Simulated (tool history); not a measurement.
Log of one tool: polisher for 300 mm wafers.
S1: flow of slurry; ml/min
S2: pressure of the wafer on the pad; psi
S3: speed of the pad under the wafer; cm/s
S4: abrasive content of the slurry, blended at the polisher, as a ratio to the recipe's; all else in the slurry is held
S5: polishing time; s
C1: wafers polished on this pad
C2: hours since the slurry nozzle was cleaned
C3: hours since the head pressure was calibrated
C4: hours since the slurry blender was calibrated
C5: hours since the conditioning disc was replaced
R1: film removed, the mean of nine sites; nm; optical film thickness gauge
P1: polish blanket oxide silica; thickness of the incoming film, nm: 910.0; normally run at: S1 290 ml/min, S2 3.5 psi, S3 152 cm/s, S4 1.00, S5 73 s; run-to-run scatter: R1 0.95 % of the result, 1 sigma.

run,hour,S1,S2,S3,S4,S5,C1,C2,C3,C4,C5,R1
1,6.3,290,3.5,152,1.00,73,709,543.4,419.3,208.5,291.4,245.44
2,10.8,175,3.5,152,1.00,73,745,547.9,423.8,213.0,295.9,235.83
3,14.4,290,3.5,152,1.00,73,774,551.5,427.4,216.6,299.5,248.73
4,20.5,290,3.5,152,1.00,73,824,557.6,433.5,222.7,305.6,250.18
# hour 23.7: slurry blender recalibrated
5,23.9,290,1.7,152,1.00,73,851,561.0,436.9,0.2,309.0,118.67
6,27.9,290,3.5,152,1.00,73,884,565.0,440.9,4.2,313.0,245.29
7,31.1,290,1.6,238,1.00,73,910,568.2,444.1,7.4,316.2,162.36
8,37.6,290,3.5,152,1.00,33,963,574.7,450.6,13.9,322.7,112.92
9,44.3,290,3.5,152,1.00,93,1017,581.4,457.3,20.6,329.4,314.24
10,49.0,290,5.1,152,1.00,73,1055,586.1,462.0,25.3,334.1,363.39
11,53.2,290,3.5,238,1.00,73,1089,590.3,466.2,29.5,338.3,352.67
12,56.5,290,3.5,152,1.00,73,1116,593.6,469.5,32.8,341.6,246.42
# hour 57.1: slurry nozzle cleaned
13,60.8,290,3.5,152,1.25,73,1151,3.8,473.8,37.1,345.9,275.08

Run 14 comes next. What will it give?
14,66.6,455,3.5,152,1.00,73,1198,9.6,479.6,42.9,351.7,?

{"run 14": {"R1": 257.51}}
